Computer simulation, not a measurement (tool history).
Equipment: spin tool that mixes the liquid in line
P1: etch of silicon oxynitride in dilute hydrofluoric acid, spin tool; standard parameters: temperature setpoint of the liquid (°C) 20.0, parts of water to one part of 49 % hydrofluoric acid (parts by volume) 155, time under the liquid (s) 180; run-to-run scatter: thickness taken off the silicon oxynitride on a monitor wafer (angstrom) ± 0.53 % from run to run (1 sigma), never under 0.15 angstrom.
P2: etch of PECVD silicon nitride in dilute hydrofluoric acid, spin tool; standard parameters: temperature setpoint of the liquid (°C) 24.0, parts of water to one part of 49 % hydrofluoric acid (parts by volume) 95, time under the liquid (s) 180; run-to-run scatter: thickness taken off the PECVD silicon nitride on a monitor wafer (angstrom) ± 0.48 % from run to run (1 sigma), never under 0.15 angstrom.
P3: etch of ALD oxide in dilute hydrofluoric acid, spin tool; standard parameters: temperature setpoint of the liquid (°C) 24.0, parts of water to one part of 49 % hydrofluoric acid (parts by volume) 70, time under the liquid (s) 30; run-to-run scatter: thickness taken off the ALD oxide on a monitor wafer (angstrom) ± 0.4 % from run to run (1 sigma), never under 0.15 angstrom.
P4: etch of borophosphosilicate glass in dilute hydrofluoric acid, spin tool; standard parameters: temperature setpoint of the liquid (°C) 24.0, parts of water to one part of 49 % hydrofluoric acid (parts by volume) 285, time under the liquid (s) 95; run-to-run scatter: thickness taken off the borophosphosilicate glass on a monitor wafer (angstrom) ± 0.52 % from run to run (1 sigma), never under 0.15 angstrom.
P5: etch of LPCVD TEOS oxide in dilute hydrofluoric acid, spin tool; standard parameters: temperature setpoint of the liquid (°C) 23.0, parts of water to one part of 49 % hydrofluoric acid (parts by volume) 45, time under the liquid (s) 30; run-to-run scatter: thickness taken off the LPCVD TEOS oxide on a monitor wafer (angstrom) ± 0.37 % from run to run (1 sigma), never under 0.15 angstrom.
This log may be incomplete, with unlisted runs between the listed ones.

run	hour	process that ran	temperature setpoint of the liquid (°C)	parts of water to one part of 49 % hydrofluoric acid (parts by volume)	time under the liquid (s)	thickness taken off the silicon oxynitride on a monitor wafer (angstrom)	thickness taken off the PECVD silicon nitride on a monitor wafer (angstrom)	thickness taken off the ALD oxide on a monitor wafer (angstrom)	thickness taken off the borophosphosilicate glass on a monitor wafer (angstrom)	thickness taken off the LPCVD TEOS oxide on a monitor wafer (angstrom)
1	5.4	P1	20.0	155	180	44.307				
2	10.9	P2	17.0	95	180		54.1910			
3	17.1	P1	24.5	155	105	31.900				
4	22.5	P3	24.0	70	30			113.220		
5	28.2	P1	24.5	155	180	54.489				
6	33.5	P1	20.0	155	355	86.305				
7	39.1	P1	20.0	155	180	44.015				
8	44.5	P2	24.0	20	180		399.9000			
9	50.4	P4	24.0	285	95				92.276	
10	54.8	P1	20.0	155	100	24.246				
11	62.3	P5	18.5	45	30					188.85
12	69.4	P3	17.0	70	30			84.194		
13	73.9	P2	24.0	95	15		7.4125			
14	78.2	P1	20.0	35	80	95.153				
15	83.1	P5	23.0	45	15					114.43
16	87.7	P1	20.0	155	180	44.202				
17	91.8	P3	24.0	70	50			186.820		
18	97.7	P1	20.0	155	180	44.229				
19	102.9	P4	17.5	285	95				72.413	
20	109.7	P4	24.0	70	95				476.580	
21	113.7	P2	24.0	95	180		88.1550			
22	119.0	P5	23.0	60	30					168.89
23	123.9	P1	20.0	65	180	113.190				
24	130.5	P5	23.0	45	30					228.77
25	137.5	P3	24.0	20	30			421.150		
26	141.8	P1	17.0	155	180	38.597				
27	145.4	P1	17.0	30	180	214.560				
28	151.3	P1	20.0	155	180	44.217				
29	158.3	P4	24.0	285	15				14.736	
30	163.3	P1	20.0	155	180	44.276				
31	167.8	P1	20.0	250	180	25.598				
32	173.2	P3	24.0	70	30			113.000		
33	180.2	P1	20.0	155	180	44.009				
34	183.7	P1	20.0	155	180	45.007				
35	189.3	P1	20.0	155	180	46.361				
36	195.4	P1	20.0	155	180	46.611				
37	202.3	P1	20.0	155	180	46.616				
38	208.2	P1	20.0	155	180	47.646				
39	212.7	P1	20.0	155	180	47.289				
40	219.3	P1	20.0	155	180	48.045				
41	224.8	P1	20.0	155	180	47.942				
42	228.7	P1	20.0	155	180	47.362				
43	233.6	P1	20.0	155	180	47.035				

P1 has crept away from where it was. The log is fitted equally well by each of these 2 causes, at the sizes shown:
A: hydrofluoric acid flow above the setpoint (%) = 6.56
B: liquid hotter than its thermometer reads (K) = 1.49
Onset of the creep was near hour 180.2.

Which of the 4 check runs listed below separates the causes, so that each cause would produce a clearly different result? Each run uses one wafer, and its results are marked with question marks.
check 1	238.5	P3	17.0	70	30			?		
check 2	238.5	P5	18.5	45	15					?
check 3	238.5	P4	18.5	85	95				?	
check 4	238.5	P2	24.0	20	115		?			

What each check would give under each cause:
check	result	if A	if B
check 1	thickness taken off the ALD oxide on a monitor wafer (angstrom)	90.107	89.689
check 2	thickness taken off the LPCVD TEOS oxide on a monitor wafer (angstrom)	101.07	100.78
check 3	thickness taken off the borophosphosilicate glass on a monitor wafer (angstrom)	328.860	326.540
check 4	thickness taken off the PECVD silicon nitride on a monitor wafer (angstrom)	271.4900	282.9300
Separation of the two closest causes in each check, using whichever result separates them best: check 1 0.46 %; check 2 0.29 %; check 3 0.71 %; check 4 4.13 %
Only in check 4 would the causes give clearly different results; in the remaining checks their results would be nearly the same.

Check 4 has now been run. It gave: thickness taken off the PECVD silicon nitride on a monitor wafer (angstrom) 268.3100. Which of the candidate causes is it?

Of the candidate causes, it is A: hydrofluoric acid flow above the setpoint (%).
